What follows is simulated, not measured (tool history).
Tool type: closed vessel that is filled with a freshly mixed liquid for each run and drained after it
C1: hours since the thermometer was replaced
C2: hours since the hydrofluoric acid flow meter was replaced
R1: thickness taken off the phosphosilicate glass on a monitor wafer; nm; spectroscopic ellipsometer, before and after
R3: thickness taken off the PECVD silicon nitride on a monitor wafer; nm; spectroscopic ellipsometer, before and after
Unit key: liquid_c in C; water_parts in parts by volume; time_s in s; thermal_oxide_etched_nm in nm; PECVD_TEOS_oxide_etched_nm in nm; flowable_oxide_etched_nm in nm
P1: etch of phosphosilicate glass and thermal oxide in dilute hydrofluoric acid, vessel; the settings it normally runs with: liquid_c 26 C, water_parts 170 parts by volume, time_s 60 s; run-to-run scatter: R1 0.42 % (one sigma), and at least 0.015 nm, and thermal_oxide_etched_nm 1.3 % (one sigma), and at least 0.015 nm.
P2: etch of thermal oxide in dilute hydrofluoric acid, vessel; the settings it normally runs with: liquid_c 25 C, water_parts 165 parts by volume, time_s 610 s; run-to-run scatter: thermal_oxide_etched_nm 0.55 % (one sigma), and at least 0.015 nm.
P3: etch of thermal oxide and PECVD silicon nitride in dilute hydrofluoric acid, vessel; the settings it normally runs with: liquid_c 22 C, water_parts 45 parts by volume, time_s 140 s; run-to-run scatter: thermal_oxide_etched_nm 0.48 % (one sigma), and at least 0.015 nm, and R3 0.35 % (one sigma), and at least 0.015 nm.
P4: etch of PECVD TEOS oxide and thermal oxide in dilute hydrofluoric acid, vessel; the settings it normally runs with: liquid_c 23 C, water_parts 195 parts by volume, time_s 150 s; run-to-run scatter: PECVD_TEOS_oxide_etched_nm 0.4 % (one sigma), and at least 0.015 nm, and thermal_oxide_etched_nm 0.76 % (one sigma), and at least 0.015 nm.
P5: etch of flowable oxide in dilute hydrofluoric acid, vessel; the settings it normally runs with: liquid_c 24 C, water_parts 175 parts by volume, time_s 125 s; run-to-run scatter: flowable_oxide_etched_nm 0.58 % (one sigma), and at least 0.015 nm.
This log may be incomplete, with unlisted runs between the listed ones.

{"run": 1, "hour": 9.7, "process": "P1", "liquid_c": 26, "water_parts": 170, "time_s": 60, "C1": 340.4, "C2": 409.9, "R1": 52.476, "thermal_oxide_etched_nm": 1.6772}
{"run": 2, "hour": 19.1, "process": "P1", "liquid_c": 26, "water_parts": 60, "time_s": 60, "C1": 349.8, "C2": 419.3, "R1": 170.9, "thermal_oxide_etched_nm": 5.5572}
{"run": 3, "hour": 26.4, "process": "P1", "liquid_c": 26, "water_parts": 170, "time_s": 60, "C1": 357.1, "C2": 426.6, "R1": 52.543, "thermal_oxide_etched_nm": 1.6776}
{"run": 4, "hour": 39.3, "process": "P2", "liquid_c": 25, "water_parts": 165, "time_s": 200, "C1": 370, "C2": 439.5, "thermal_oxide_etched_nm": 5.6548}
{"run": 5, "hour": 51.8, "process": "P1", "liquid_c": 26, "water_parts": 170, "time_s": 60, "C1": 382.5, "C2": 452, "R1": 52.279, "thermal_oxide_etched_nm": 1.6889}
{"run": 6, "hour": 63.8, "process": "P1", "liquid_c": 18, "water_parts": 170, "time_s": 60, "C1": 394.5, "C2": 464, "R1": 38.347, "thermal_oxide_etched_nm": 1.2162}
{"run": 7, "hour": 76.0, "process": "P3", "liquid_c": 22, "water_parts": 75, "time_s": 140, "C1": 406.7, "C2": 476.2, "thermal_oxide_etched_nm": 7.8509, "R3": 9.3896}
{"run": 8, "hour": 84.5, "process": "P1", "liquid_c": 19.5, "water_parts": 170, "time_s": 85, "C1": 415.2, "C2": 484.7, "R1": 57.911, "thermal_oxide_etched_nm": 1.8305}
{"run": 9, "hour": 92.7, "process": "P4", "liquid_c": 17, "water_parts": 195, "time_s": 150, "C1": 423.4, "C2": 492.9, "thermal_oxide_etched_nm": 2.3928, "PECVD_TEOS_oxide_etched_nm": 13.057}
{"run": 10, "hour": 103.4, "process": "P1", "liquid_c": 26, "water_parts": 170, "time_s": 100, "C1": 434.1, "C2": 503.6, "R1": 87.603, "thermal_oxide_etched_nm": 2.7319}
{"run": 11, "hour": 116.1, "process": "P4", "liquid_c": 23, "water_parts": 195, "time_s": 150, "C1": 446.8, "C2": 516.3, "thermal_oxide_etched_nm": 3.013, "PECVD_TEOS_oxide_etched_nm": 16.364}
{"run": 12, "hour": 128.9, "process": "P1", "liquid_c": 26, "water_parts": 170, "time_s": 30, "C1": 459.6, "C2": 529.1, "R1": 26.094, "thermal_oxide_etched_nm": 0.84852}
{"run": 13, "hour": 140.8, "process": "P1", "liquid_c": 26, "water_parts": 35, "time_s": 90, "C1": 471.5, "C2": 541, "R1": 453.1, "thermal_oxide_etched_nm": 14.486}
{"run": 14, "hour": 147.6, "process": "P3", "liquid_c": 26.5, "water_parts": 45, "time_s": 140, "C1": 478.3, "C2": 547.8, "thermal_oxide_etched_nm": 16.209, "R3": 20.762}
{"run": 15, "hour": 157.7, "process": "P1", "liquid_c": 30.5, "water_parts": 170, "time_s": 60, "C1": 488.4, "C2": 557.9, "R1": 61.518, "thermal_oxide_etched_nm": 2.0225}
{"run": 16, "hour": 164.8, "process": "P4", "liquid_c": 23, "water_parts": 195, "time_s": 150, "C1": 495.5, "C2": 565, "thermal_oxide_etched_nm": 3.0451, "PECVD_TEOS_oxide_etched_nm": 16.347}
{"run": 17, "hour": 177.5, "process": "P1", "liquid_c": 26, "water_parts": 170, "time_s": 60, "C1": 508.2, "C2": 577.7, "R1": 52.318, "thermal_oxide_etched_nm": 1.7008}
{"run": 18, "hour": 189.7, "process": "P4", "liquid_c": 23, "water_parts": 65, "time_s": 150, "C1": 520.4, "C2": 589.9, "thermal_oxide_etched_nm": 10.47, "PECVD_TEOS_oxide_etched_nm": 56.913}
{"run": 19, "hour": 200.9, "process": "P1", "liquid_c": 26, "water_parts": 280, "time_s": 60, "C1": 531.6, "C2": 601.1, "R1": 28.119, "thermal_oxide_etched_nm": 0.91609}
{"run": 20, "hour": 211.2, "process": "P5", "liquid_c": 24, "water_parts": 45, "time_s": 125, "C1": 541.9, "C2": 611.4, "flowable_oxide_etched_nm": 139.88}
{"run": 21, "hour": 221.3, "process": "P3", "liquid_c": 22, "water_parts": 45, "time_s": 140, "C1": 552, "C2": 621.5, "thermal_oxide_etched_nm": 13.429, "R3": 15.312}
{"run": 22, "hour": 230.2, "process": "P4", "liquid_c": 23, "water_parts": 195, "time_s": 30, "C1": 560.9, "C2": 630.4, "thermal_oxide_etched_nm": 0.5894, "PECVD_TEOS_oxide_etched_nm": 3.2858}
{"run": 23, "hour": 238.7, "process": "P1", "liquid_c": 21, "water_parts": 170, "time_s": 110, "C1": 569.4, "C2": 638.9, "R1": 79.07, "thermal_oxide_etched_nm": 2.5029}
{"run": 24, "hour": 245.5, "process": "P5", "liquid_c": 24, "water_parts": 175, "time_s": 125, "C1": 576.2, "C2": 645.7, "flowable_oxide_etched_nm": 30.512}
{"run": 25, "hour": 256.1, "process": "P1", "liquid_c": 26, "water_parts": 170, "time_s": 60, "C1": 586.8, "C2": 656.3, "R1": 52.106, "thermal_oxide_etched_nm": 1.6594}
{"run": 26, "hour": 264.9, "process": "P3", "liquid_c": 22, "water_parts": 45, "time_s": 140, "C1": 595.6, "C2": 665.1, "thermal_oxide_etched_nm": 13.469, "R3": 15.376}
{"run": 27, "hour": 274.2, "process": "P2", "liquid_c": 17, "water_parts": 165, "time_s": 610, "C1": 604.9, "C2": 674.4, "thermal_oxide_etched_nm": 12.533}
{"hour": 277.1, "done": "thermometer replaced"}
{"run": 28, "hour": 285.6, "process": "P2", "liquid_c": 25, "water_parts": 165, "time_s": 610, "C1": 8.5, "C2": 685.8, "thermal_oxide_etched_nm": 17.317}
{"run": 29, "hour": 296.3, "process": "P5", "liquid_c": 24, "water_parts": 175, "time_s": 125, "C1": 19.2, "C2": 696.5, "flowable_oxide_etched_nm": 30.747}
{"run": 30, "hour": 303.4, "process": "P5", "liquid_c": 30, "water_parts": 175, "time_s": 125, "C1": 26.3, "C2": 703.6, "flowable_oxide_etched_nm": 38.161}
{"run": 31, "hour": 311.9, "process": "P2", "liquid_c": 25, "water_parts": 300, "time_s": 610, "C1": 34.8, "C2": 712.1, "thermal_oxide_etched_nm": 8.1854}
{"run": 32, "hour": 319.7, "process": "P1", "liquid_c": 26, "water_parts": 170, "time_s": 60, "C1": 42.6, "C2": 719.9, "R1": 52.472, "thermal_oxide_etched_nm": 1.6752}
{"run": 33, "hour": 329.2, "process": "P3", "liquid_c": 22, "water_parts": 45, "time_s": 60, "C1": 52.1, "C2": 729.4, "thermal_oxide_etched_nm": 5.8031, "R3": 6.629}
{"run": 34, "hour": 337.8, "process": "P5", "liquid_c": 24, "water_parts": 175, "time_s": 230, "C1": 60.7, "C2": 738, "flowable_oxide_etched_nm": 56.628}
{"run": 35, "hour": 348.4, "process": "P1", "liquid_c": 26, "water_parts": 170, "time_s": 60, "C1": 71.3, "C2": 748.6, "R1": 52.065, "thermal_oxide_etched_nm": 1.6646}
{"run": 36, "hour": 360.7, "process": "P1", "liquid_c": 26, "water_parts": 170, "time_s": 60, "C1": 83.6, "C2": 760.9, "R1": 50.478, "thermal_oxide_etched_nm": 1.6493}
{"run": 37, "hour": 369.2, "process": "P1", "liquid_c": 26, "water_parts": 170, "time_s": 60, "C1": 92.1, "C2": 769.4, "R1": 50.19, "thermal_oxide_etched_nm": 1.6246}

What does the tool deliver on the next run?
{"run": 38, "hour": 377.6, "process": "P1", "liquid_c": 26, "water_parts": 170, "time_s": 60, "C1": 100.5, "C2": 777.8, "R1": "?", "thermal_oxide_etched_nm": "?"}

R1: 49.465 nm
thermal_oxide_etched_nm: 1.5651 nm
